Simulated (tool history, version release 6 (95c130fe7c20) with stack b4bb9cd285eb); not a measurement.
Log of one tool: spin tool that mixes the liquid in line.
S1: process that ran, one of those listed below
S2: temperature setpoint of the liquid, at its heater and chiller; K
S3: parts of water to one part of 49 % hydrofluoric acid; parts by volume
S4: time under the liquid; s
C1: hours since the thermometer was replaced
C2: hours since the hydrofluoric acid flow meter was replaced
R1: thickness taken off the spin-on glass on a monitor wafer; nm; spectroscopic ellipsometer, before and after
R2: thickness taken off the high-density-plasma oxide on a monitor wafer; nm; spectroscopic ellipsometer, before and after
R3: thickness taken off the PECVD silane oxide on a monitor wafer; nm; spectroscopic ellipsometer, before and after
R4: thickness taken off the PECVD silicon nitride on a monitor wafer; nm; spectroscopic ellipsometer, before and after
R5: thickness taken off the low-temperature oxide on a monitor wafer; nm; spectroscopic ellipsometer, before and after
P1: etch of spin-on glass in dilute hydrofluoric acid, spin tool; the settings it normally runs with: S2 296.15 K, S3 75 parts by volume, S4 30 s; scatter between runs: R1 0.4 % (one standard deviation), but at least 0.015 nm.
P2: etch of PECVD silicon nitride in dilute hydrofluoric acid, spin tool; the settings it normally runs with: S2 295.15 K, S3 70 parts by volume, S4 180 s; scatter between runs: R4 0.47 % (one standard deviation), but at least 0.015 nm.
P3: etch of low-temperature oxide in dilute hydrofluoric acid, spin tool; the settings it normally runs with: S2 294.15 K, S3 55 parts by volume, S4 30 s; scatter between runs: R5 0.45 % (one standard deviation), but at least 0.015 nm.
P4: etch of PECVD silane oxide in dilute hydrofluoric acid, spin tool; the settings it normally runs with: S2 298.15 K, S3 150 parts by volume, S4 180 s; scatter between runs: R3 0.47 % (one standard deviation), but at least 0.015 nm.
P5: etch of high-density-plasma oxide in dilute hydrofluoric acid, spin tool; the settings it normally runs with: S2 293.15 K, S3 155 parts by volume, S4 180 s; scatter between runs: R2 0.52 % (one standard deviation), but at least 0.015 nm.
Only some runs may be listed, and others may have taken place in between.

{"run": 1, "hour": 8.6, "S1": "P1", "S2": 296.15, "S3": 75, "S4": 30, "C1": 872.5, "C2": 324.8, "R1": 15.536}
{"run": 2, "hour": 14.3, "S1": "P5", "S2": 293.15, "S3": 55, "S4": 180, "C1": 878.2, "C2": 330.5, "R2": 15.001}
{"run": 3, "hour": 19.5, "S1": "P4", "S2": 290.15, "S3": 150, "S4": 180, "C1": 883.4, "C2": 335.7, "R3": 12.775}
{"run": 4, "hour": 25.1, "S1": "P1", "S2": 296.15, "S3": 120, "S4": 30, "C1": 889, "C2": 341.3, "R1": 9.2379}
{"run": 5, "hour": 30.3, "S1": "P1", "S2": 291.65, "S3": 75, "S4": 30, "C1": 894.2, "C2": 346.5, "R1": 12.928}
{"run": 6, "hour": 35.9, "S1": "P2", "S2": 295.15, "S3": 70, "S4": 15, "C1": 899.8, "C2": 352.1, "R4": 0.8546}
{"run": 7, "hour": 40.3, "S1": "P3", "S2": 294.15, "S3": 55, "S4": 30, "C1": 904.2, "C2": 356.5, "R5": 17.656}
{"run": 8, "hour": 48.7, "S1": "P2", "S2": 295.15, "S3": 30, "S4": 180, "C1": 912.6, "C2": 364.9, "R4": 23.124}
{"run": 9, "hour": 54.1, "S1": "P1", "S2": 296.15, "S3": 75, "S4": 30, "C1": 918, "C2": 370.3, "R1": 15.532}
{"run": 10, "hour": 63.0, "S1": "P1", "S2": 302.15, "S3": 75, "S4": 30, "C1": 926.9, "C2": 379.2, "R1": 19.825}
{"run": 11, "hour": 70.5, "S1": "P4", "S2": 298.15, "S3": 95, "S4": 180, "C1": 934.4, "C2": 386.7, "R3": 29.295}
{"run": 12, "hour": 75.7, "S1": "P5", "S2": 293.15, "S3": 155, "S4": 180, "C1": 939.6, "C2": 391.9, "R2": 4.8303}
{"run": 13, "hour": 84.8, "S1": "P1", "S2": 296.15, "S3": 75, "S4": 50, "C1": 948.7, "C2": 401, "R1": 26.064}
{"run": 14, "hour": 94.1, "S1": "P3", "S2": 299.15, "S3": 55, "S4": 30, "C1": 958, "C2": 410.3, "R5": 21.472}
{"run": 15, "hour": 99.3, "S1": "P5", "S2": 293.15, "S3": 155, "S4": 30, "C1": 963.2, "C2": 415.5, "R2": 0.78825}
{"run": 16, "hour": 106.8, "S1": "P1", "S2": 296.15, "S3": 75, "S4": 15, "C1": 970.7, "C2": 423, "R1": 7.8428}
{"run": 17, "hour": 112.9, "S1": "P3", "S2": 294.15, "S3": 55, "S4": 15, "C1": 976.8, "C2": 429.1, "R5": 8.772}
{"run": 18, "hour": 120.3, "S1": "P1", "S2": 296.15, "S3": 75, "S4": 30, "C1": 984.2, "C2": 436.5, "R1": 15.569}
{"run": 19, "hour": 124.9, "S1": "P2", "S2": 295.15, "S3": 70, "S4": 180, "C1": 988.8, "C2": 441.1, "R4": 10.123}
{"run": 20, "hour": 133.8, "S1": "P1", "S2": 296.15, "S3": 75, "S4": 30, "C1": 997.7, "C2": 450, "R1": 15.68}
{"run": 21, "hour": 139.6, "S1": "P1", "S2": 301.15, "S3": 75, "S4": 45, "C1": 1003.5, "C2": 455.8, "R1": 28.491}
{"run": 22, "hour": 148.8, "S1": "P4", "S2": 298.15, "S3": 150, "S4": 65, "C1": 1012.7, "C2": 465, "R3": 6.2729}
{"run": 23, "hour": 156.1, "S1": "P1", "S2": 296.15, "S3": 140, "S4": 45, "C1": 1020, "C2": 472.3, "R1": 11.65}
{"run": 24, "hour": 162.4, "S1": "P3", "S2": 294.15, "S3": 90, "S4": 30, "C1": 1026.3, "C2": 478.6, "R5": 10.296}
{"run": 25, "hour": 171.4, "S1": "P5", "S2": 300.65, "S3": 155, "S4": 180, "C1": 1035.3, "C2": 487.6, "R2": 6.412}
{"run": 26, "hour": 175.6, "S1": "P2", "S2": 295.15, "S3": 70, "S4": 180, "C1": 1039.5, "C2": 491.8, "R4": 10.222}

Expected results for the next run?
{"run": 27, "hour": 181.6, "S1": "P1", "S2": 296.15, "S3": 40, "S4": 30, "C1": 1045.5, "C2": 497.8, "R1": "?"}

R1: 30.695 nm
